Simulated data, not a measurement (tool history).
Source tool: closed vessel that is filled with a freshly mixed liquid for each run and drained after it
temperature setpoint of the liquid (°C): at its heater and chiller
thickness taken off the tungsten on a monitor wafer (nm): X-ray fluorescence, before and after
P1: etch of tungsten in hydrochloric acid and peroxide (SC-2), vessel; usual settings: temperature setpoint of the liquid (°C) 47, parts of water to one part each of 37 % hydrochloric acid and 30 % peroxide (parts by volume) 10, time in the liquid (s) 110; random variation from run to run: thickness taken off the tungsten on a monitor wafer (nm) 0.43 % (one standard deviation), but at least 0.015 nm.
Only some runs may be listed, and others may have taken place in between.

run   hour  temperature setpoint of the liquid (°C)  parts of water to one part each of 37 % hydrochloric acid and 30 % peroxide (parts by volume)  time in the liquid (s)  hours since the thermometer was replaced  hours since the chemicals flow meter was replaced  hours since the drum of peroxide was connected  thickness taken off the tungsten on a monitor wafer (nm)
  1    8.8                                       47                                                                                             10                     110                                     153.1                                              643.2                                           193.3                                                    14.236
  2   16.5                                       47                                                                                             16                     110                                     160.8                                              650.9                                             201                                                    9.3822
  3   22.6                                       35                                                                                             10                     110                                     166.9                                                657                                           207.1                                                    5.9967
  4   29.7                                       47                                                                                             10                     110                                       174                                              664.1                                           214.2                                                    14.122
  5   38.8                                       35                                                                                             10                      65                                     183.1                                              673.2                                           223.3                                                     3.586
  6   45.6                                       47                                                                                             10                     110                                     189.9                                                680                                           230.1                                                    14.258
  7   58.5                                       47                                                                                              4                     110                                     202.8                                              692.9                                             243                                                    28.309
  8   71.1                                       47                                                                                             10                     180                                     215.4                                              705.5                                           255.6                                                    23.086
  9   79.2                                       47                                                                                              4                     155                                     223.5                                              713.6                                           263.7                                                    39.914
 10   92.8                                       61                                                                                             10                     110                                     237.1                                              727.2                                           277.3                                                    35.332
 11  105.2                                       47                                                                                             10                     110                                     249.5                                              739.6                                           289.7                                                    14.063
 12    114                                     60.5                                                                                              4                     110                                     258.3                                              748.4                                           298.5                                                    68.082
 13  127.6                                       47                                                                                             10                     110                                     271.9                                                762                                           312.1                                                     13.99
 14  137.1                                       47                                                                                             10                      30                                     281.4                                              771.5                                           321.6                                                    3.8253
 15  143.2                                       47                                                                                             10                     110                                     287.5                                              777.6                                           327.7                                                    14.177
 16  155.8                                       47                                                                                             10                     110                                     300.1                                              790.2                                           340.3                                                    14.433
 17  168.4                                       47                                                                                             10                     110                                     312.7                                              802.8                                           352.9                                                    14.895
 18  178.1                                       47                                                                                             10                     110                                     322.4                                              812.5                                           362.6                                                    14.906
 19  185.5                                       47                                                                                             10                     110                                     329.8                                              819.9                                             370                                                    14.976
 20  191.7                                       47                                                                                             10                     110                                       336                                              826.1                                           376.2                                                    15.022
 21  200.4                                       47                                                                                             10                     110                                     344.7                                              834.8                                           384.9                                                    14.979
 22  211.8                                       47                                                                                             10                     110                                     356.1                                              846.2                                           396.3                                                    15.146
 23  225.4                                       47                                                                                             10                     110                                     369.7                                              859.8                                           409.9                                                    15.114
 24  234.6                                       47                                                                                             10                     110                                     378.9                                                869                                           419.1                                                    15.121

Run 25 is up next; what results do you expect?
 25  244.9                                       47                                                                                             10                     110                                     389.2                                              879.3                                           429.4                                                         ?

Run 25 gave thickness taken off the tungsten on a monitor wafer (nm) 15.23.
